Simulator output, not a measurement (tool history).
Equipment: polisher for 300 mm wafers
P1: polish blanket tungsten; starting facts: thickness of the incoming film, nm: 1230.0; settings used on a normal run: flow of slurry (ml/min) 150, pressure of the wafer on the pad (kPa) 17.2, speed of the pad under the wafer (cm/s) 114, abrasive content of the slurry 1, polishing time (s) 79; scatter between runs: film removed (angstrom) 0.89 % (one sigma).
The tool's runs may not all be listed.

| run | hour | flow of slurry (ml/min) | pressure of the wafer on the pad (kPa) | speed of the pad under the wafer (cm/s) | abrasive content of the slurry | polishing time (s) | film removed (angstrom) |
|---|---|---|---|---|---|---|---|
| 1 | 7.1 | 150 | 17.2 | 114 | 1 | 79 | 3071.4 |
| 2 | 13.5 | 150 | 26.2 | 114 | 1 | 79 | 4679.8 |
| 3 | 20.1 | 150 | 17.2 | 114 | 1 | 79 | 3099 |
| 4 | 27.7 | 105 | 26.9 | 114 | 1 | 79 | 4453 |
| 5 | 32.5 | 150 | 17.2 | 114 | 1 | 79 | 3097 |
| 6 | 40 | 150 | 12.4 | 114 | 1 | 79 | 2224.2 |
| 7 | 48.4 | 200 | 17.2 | 114 | 1 | 60 | 2450.1 |
| 8 | 54.4 | 230 | 17.2 | 114 | 1 | 79 | 3273 |
|  | 58.3 | slurry nozzle cleaned |
| 9 | 61.8 | 150 | 17.2 | 114 | 1.5 | 79 | 3465.3 |
| 10 | 66.4 | 150 | 17.2 | 114 | 1 | 122 | 4764.5 |
| 11 | 74.7 | 90 | 17.2 | 60 | 1 | 79 | 1475 |
| 12 | 81.5 | 150 | 17.2 | 160 | 1 | 79 | 4292.7 |
| 13 | 86 | 150 | 17.2 | 114 | 1 | 36 | 1418.8 |
| 14 | 93.2 | 150 | 17.2 | 114 | 1 | 79 | 3061.6 |
| 15 | 101.2 | 150 | 17.2 | 74 | 1 | 79 | 1986.8 |
| 16 | 108.7 | 95 | 17.2 | 114 | 1 | 79 | 2803.9 |
| 17 | 117 | 150 | 17.2 | 114 | 1 | 79 | 3030.4 |
| 18 | 123.3 | 150 | 17.2 | 114 | 0.65 | 79 | 2767.8 |
| 19 | 128.9 | 150 | 17.2 | 114 | 1 | 79 | 3092.1 |
| 20 | 137.3 | 150 | 17.2 | 114 | 1 | 79 | 2883 |
| 21 | 141.6 | 150 | 17.2 | 114 | 1 | 79 | 2920.4 |
| 22 | 146.6 | 150 | 17.2 | 114 | 1 | 79 | 2911.1 |
| 23 | 152.9 | 150 | 17.2 | 114 | 1 | 79 | 2832.4 |
| 24 | 161.5 | 150 | 17.2 | 114 | 1 | 79 | 2796.8 |
|  | 161.6 | slurry tank refilled with fresh slurry and peroxide |
|  | 164 | head pressure recalibrated |
| 25 | 170.3 | 150 | 17.2 | 114 | 1 | 79 | 2804.1 |
|  | 171.8 | slurry blender recalibrated |
| 26 | 175.9 | 150 | 17.2 | 114 | 1 | 79 | 2815.2 |
| 27 | 183.1 | 150 | 17.2 | 114 | 1 | 79 | 2779.8 |
| 28 | 188.4 | 150 | 17.2 | 114 | 1 | 79 | 2748.1 |
| 29 | 193.8 | 150 | 17.2 | 114 | 1 | 79 | 2773.1 |

What P1 gives has crept off from where it sat before. The 2 causes that follow fit the log equally well, each at the size noted:
A: slurry flow missing at the pad, % = 38.3
B: removal rate lost through wear of the pad, % = 9.93
The onset of the drift is placed at about hour 128.9.
The rest of the possible causes, and what rules out each one:
head's pressure below its setpoint, %: serviced at hour 164, after the drift had started, without restoring the earlier output
abrasive missing from the slurry, %: serviced at hour 171.8, after the drift had started, without restoring the earlier output
peroxide lost from the slurry, %: serviced at hour 161.6, after the drift had started, without restoring the earlier output

Which of the check runs below tells the causes apart, meaning the causes would give it clearly different results? Each run uses 5 wafers whose results are averaged, and each result is shown as a question mark.
| check 1 | 199.2 | 150 | 25.5 | 114 | 1.4 | 79 | ? |
| check 2 | 199.2 | 150 | 17.2 | 84 | 1 | 38 | ? |
| check 3 | 199.2 | 150 | 17.2 | 158 | 1 | 114 | ? |
| check 4 | 199.2 | 215 | 21.4 | 114 | 1 | 79 | ? |

Predicted outcomes, by check and by cause:
| check | result | if A | if B |
|---|---|---|---|
| check 1 | film removed (angstrom) | 4461.6 | 4460.5 |
| check 2 | film removed (angstrom) | 985.47 | 985.23 |
| check 3 | film removed (angstrom) | 5560.9 | 5559.5 |
| check 4 | film removed (angstrom) | 3742.2 | 3633.2 |
Minimum pairwise separation of causes per check, each pair taken at its best-separating result: check 1 0.02 %; check 2 0.02 %; check 3 0.02 %; check 4 2.96 %
Only check 4 tells the causes apart: in the others they would give nearly the same result.

Check 4 was then run and gave: film removed (angstrom) 3632.7. Which cause is it?

Of the candidate causes, it is B: removal rate lost through wear of the pad, %.
